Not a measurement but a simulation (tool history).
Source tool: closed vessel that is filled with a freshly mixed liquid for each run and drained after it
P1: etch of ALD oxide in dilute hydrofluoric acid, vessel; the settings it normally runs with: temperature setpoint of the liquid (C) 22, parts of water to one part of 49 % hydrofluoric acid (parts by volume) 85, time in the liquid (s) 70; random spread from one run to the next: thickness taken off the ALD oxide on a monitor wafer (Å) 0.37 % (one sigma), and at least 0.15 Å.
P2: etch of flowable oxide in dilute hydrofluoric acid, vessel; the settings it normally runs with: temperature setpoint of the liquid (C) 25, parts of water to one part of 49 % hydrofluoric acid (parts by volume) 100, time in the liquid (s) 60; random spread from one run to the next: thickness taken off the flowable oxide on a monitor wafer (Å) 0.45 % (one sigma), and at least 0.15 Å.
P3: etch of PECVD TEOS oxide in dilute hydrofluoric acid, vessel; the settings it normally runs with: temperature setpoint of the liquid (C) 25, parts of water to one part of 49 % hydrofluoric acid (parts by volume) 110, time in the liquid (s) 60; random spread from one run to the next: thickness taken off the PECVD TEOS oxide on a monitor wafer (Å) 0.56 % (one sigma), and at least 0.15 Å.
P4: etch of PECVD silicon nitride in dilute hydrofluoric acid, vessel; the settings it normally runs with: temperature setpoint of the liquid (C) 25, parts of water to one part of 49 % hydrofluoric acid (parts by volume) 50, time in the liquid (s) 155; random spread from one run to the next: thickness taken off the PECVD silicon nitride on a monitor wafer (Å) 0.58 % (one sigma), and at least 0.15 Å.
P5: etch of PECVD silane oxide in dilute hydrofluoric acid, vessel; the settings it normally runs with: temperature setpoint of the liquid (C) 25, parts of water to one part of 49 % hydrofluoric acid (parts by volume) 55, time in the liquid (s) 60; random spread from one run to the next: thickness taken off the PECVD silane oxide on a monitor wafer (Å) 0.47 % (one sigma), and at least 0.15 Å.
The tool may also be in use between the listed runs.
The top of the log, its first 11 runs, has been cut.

run,hour,process that ran,temperature setpoint of the liquid (C),parts of water to one part of 49 % hydrofluoric acid (parts by volume),time in the liquid (s),hours since the thermometer was replaced,hours since the hydrofluoric acid flow meter was replaced,thickness taken off the ALD oxide on a monitor wafer (Å),thickness taken off the PECVD TEOS oxide on a monitor wafer (Å),thickness taken off the flowable oxide on a monitor wafer (Å),thickness taken off the PECVD silane oxide on a monitor wafer (Å),thickness taken off the PECVD silicon nitride on a monitor wafer (Å)
12,87.4,P2,25,100,60,390.9,423.8,,,395.62,,
13,94.6,P3,32,110,60,398.1,431,,141.69,,,
14,103.2,P1,22,85,70,406.7,439.6,120.96,,,,
15,112,P4,25,50,155,415.5,448.4,,,,,70.996
16,121.8,P3,25,70,60,425.3,458.2,,179.12,,,
17,127.7,P1,17,85,70,431.2,464.1,97.859,,,,
18,132.5,P4,25,25,155,436,468.9,,,,,140.07
19,138.3,P4,25,50,265,441.8,474.7,,,,,120.92
20,144.2,P1,28,85,70,447.7,480.6,152.95,,,,
21,154.4,P5,25,55,60,457.9,490.8,,,,502.45,
22,164,P5,18,55,60,467.5,500.4,,,,377.05,
23,171.7,P4,32.5,50,155,475.2,508.1,,,,,114.89

Run 24 is up next; what results do you expect?
24,176.8,P1,28.5,35,70,480.3,513.2,?,,,,

thickness taken off the ALD oxide on a monitor wafer (Å): 406.78
